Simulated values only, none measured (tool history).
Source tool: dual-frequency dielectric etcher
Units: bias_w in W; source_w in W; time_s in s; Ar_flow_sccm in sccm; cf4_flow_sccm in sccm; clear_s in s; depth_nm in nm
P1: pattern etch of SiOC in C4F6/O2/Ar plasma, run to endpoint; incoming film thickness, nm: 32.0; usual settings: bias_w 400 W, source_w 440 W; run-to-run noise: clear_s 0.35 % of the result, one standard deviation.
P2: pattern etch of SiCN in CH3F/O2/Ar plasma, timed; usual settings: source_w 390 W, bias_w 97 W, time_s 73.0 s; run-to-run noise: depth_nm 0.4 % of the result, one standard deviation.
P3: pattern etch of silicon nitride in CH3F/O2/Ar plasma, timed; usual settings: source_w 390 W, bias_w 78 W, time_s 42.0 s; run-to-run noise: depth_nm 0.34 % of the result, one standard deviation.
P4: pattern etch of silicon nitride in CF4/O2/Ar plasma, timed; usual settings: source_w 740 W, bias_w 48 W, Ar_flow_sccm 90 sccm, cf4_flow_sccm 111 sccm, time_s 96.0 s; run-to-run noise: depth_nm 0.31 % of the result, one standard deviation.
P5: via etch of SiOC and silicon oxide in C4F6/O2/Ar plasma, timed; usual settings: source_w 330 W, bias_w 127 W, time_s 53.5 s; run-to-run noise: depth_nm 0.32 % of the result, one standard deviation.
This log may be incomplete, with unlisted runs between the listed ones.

run   hour  process  bias_w  source_w  time_s  Ar_flow_sccm  cf4_flow_sccm  hours since the last wet clean  hours since the last bias power generator calibration  hours since the last source power generator calibration  clear_s  depth_nm
  1    4.1       P1     400       440                                                                373.4                                                  792.2                                                   2938.1   11.447
  2    6.7       P3      60       390    42.0                                                        376.0                                                  794.8                                                   2940.7             27.591
  3    9.0       P2      75       390    73.0                                                        378.3                                                  797.1                                                   2943.0             27.277
  4   12.2       P1     400       440                                                                381.5                                                  800.3                                                   2946.2   11.382
  5   15.8       P2      97       390    40.0                                                        385.1                                                  803.9                                                   2949.8             16.372
  6   20.1       P3      78       470    42.0                                                        389.4                                                  808.2                                                   2954.1             32.549
  7   24.1       P2      97       520    73.0                                                        393.4                                                  812.2                                                   2958.1             33.205
  8   28.4       P1     400       360                                                                397.7                                                  816.5                                                   2962.4   12.393
  9   31.7       P1     488       310                                                                401.0                                                  819.8                                                   2965.7   12.117
 10   35.3       P3      78       390    42.0                                                        404.6                                                  823.4                                                   2969.3             30.448
 11   37.5       P4      48       740    96.0            90            111                           406.8                                                  825.6                                                   2971.5            261.080
 12   40.9       P3      78       390    42.0                                                        410.2                                                  829.0                                                   2974.9             30.324
 13   43.6       P1     400       440                                                                412.9                                                  831.7                                                   2977.6   11.435
 14   47.3       P1     518       440                                                                416.6                                                  835.4                                                   2981.3   10.384
 15   50.0       P2      97       390    73.0                                                        419.3                                                  838.1                                                   2984.0             29.746
 16   54.1       P3      78       390    51.5                                                        423.4                                                  842.2                                                   2988.1             37.353
 17   57.4       P4      48       740   132.0            90            111                           426.7                                                  845.5                                                   2991.4            358.440
 18   62.0       P4      48       920    96.0            90            111                           431.3                                                  850.1                                                   2996.0            317.480
 19   66.2       P1     400       530                                                                435.5                                                  854.3                                                   3000.2   10.730
 20   70.1       P4      48       740    96.0           113            111                           439.4                                                  858.2                                                   3004.1            253.680
 21   73.9       P5      88       330    53.5                                                        443.2                                                  862.0                                                   3007.9             45.467
 22   77.8       P5     127       330    53.5                                                        447.1                                                  865.9                                                   3011.8             50.326
 23   80.8       P2      97       390    73.0                                                        450.1                                                  868.9                                                   3014.8             30.094
 24   84.2       P1     400       440                                                                453.5                                                  872.3                                                   3018.2   11.398
 25   86.7       P1     400       440                                                                456.0                                                  874.8                                                   3020.7   11.434
 26   91.0       P5     127       330    39.5                                                        460.3                                                  879.1                                                   3025.0             37.183
 27   93.0       P1     400       440                                                                462.3                                                  881.1                                                   3027.0   11.470
 28   95.2       P5     127       330    53.5                                                        464.5                                                  883.3                                                   3029.2             50.569
 29   98.6       P4      57       740    96.0            90            111                           467.9                                                  886.7                                                   3032.6            276.290
 30  101.1       P5     127       410    53.5                                                        470.4                                                  889.2                                                   3035.1             54.955
 31  104.1       P4      48       740    96.0            90             65                           473.4                                                  892.2                                                   3038.1            243.000
 32  108.7       P1     250       440                                                                478.0                                                  896.8                                                   3042.7   13.468
 33  111.3       P1     400       440                                                                480.6                                                  899.4                                                   3045.3   11.419
 34  115.8       P1     400       440                                                                485.1                                                  903.9                                                   3049.8   11.497
 35  120.1       P1     400       440                                                                489.4                                                  908.2                                                   3054.1   11.573
 36  123.3       P1     400       440                                                                492.6                                                  911.4                                                   3057.3   11.590
 37  125.6       P1     400       440                                                                494.9                                                  913.7                                                   3059.6   11.635
 38  128.4       P1     400       440                                                                497.7                                                  916.5                                                   3062.4   11.562
     129.5  -- wet clean of the chamber
 39  131.6       P1     400       440                                                                  2.2                                                  919.7                                                   3065.6   11.623
 40  135.2       P1     400       440                                                                  5.8                                                  923.3                                                   3069.2   11.704
 41  138.4       P1     400       440                                                                  9.0                                                  926.5                                                   3072.4   11.639
 42  141.3       P1     400       440                                                                 11.9                                                  929.4                                                   3075.3   11.609
 43  145.2       P1     400       440                                                                 15.8                                                  933.3                                                   3079.2   11.601
 44  147.5       P1     400       440                                                                 18.1                                                  935.6                                                   3081.5   11.671

Something has made what P1 gives creep away from where it was; the 2 causes below, each at its own stated size, fit the log equally well:
A: bias power that arrives under what is set, % = 4.73
B: source power that arrives under what is set, % = 4.54
Creep in the process output first set in at about hour 111.3.
Excluded causes, each with its reason:
chamber walls in a state that lowers the etch rate, %: maintenance at hour 129.5, after the shift began, did not return the process to its former output

Question marks stand in for the results of the 4 check runs listed below, each run on one wafer. Under which run would the listed causes show clearly different results?
check 1  149.8       P2      97       390    73.0                                                                                                                                                                                               ?
check 2  149.8       P3      78       390    42.0                                                                                                                                                                                               ?
check 3  149.8       P4      48       740    96.0            90            111                                                                                                                                                                  ?
check 4  149.8       P5     127       330    53.5                                                                                                                                                                                               ?

How each check would come out, cause by cause:
  check    result     if A     if B
check 1  depth_nm   29.394   29.423
check 2  depth_nm   29.760   29.740
check 3  depth_nm  256.170  250.110
check 4  depth_nm   49.637   49.452
Distance between the nearest two causes, measured in the result of the check that separates them most: check 1 0.1 %; check 2 0.07 %; check 3 2.39 %; check 4 0.37 %
Only check 3 tells the causes apart: in the others they would give nearly the same result.

Then check 3 was run and gave: depth_nm 250.250 nm. Which cause is it?

It was cause B: source power that arrives under what is set, %.
